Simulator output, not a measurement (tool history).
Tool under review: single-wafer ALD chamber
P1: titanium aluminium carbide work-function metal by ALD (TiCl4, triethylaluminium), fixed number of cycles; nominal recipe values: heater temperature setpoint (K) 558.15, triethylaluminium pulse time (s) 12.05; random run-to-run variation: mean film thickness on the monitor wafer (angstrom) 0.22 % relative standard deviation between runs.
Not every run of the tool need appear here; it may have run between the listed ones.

run,day,heater temperature setpoint (K),triethylaluminium pulse time (s),mean film thickness on the monitor wafer (angstrom)
1,0.762,558.15,12.05,19.845
2,1.1,583.15,12.05,22.163
3,1.783,558.15,12.05,19.81
4,2.479,558.15,17.28,20.048
5,3.054,545.15,4.93,15.501
# day 3.367: thermocouple changed; heater temperature recalibrated
6,3.571,568.15,8.4,19.877
7,4.15,558.15,12.05,19.746
8,4.75,558.15,12.05,19.722
9,5.371,558.15,12.05,19.805
10,5.904,581.15,6.59,19.955
11,6.596,558.15,12.05,19.778
12,7.146,558.15,5.48,17.146

Forecast run 13:
13,7.558,544.15,12.05,?

{"run 13": {"mean film thickness on the monitor wafer (angstrom)": 18.443}}

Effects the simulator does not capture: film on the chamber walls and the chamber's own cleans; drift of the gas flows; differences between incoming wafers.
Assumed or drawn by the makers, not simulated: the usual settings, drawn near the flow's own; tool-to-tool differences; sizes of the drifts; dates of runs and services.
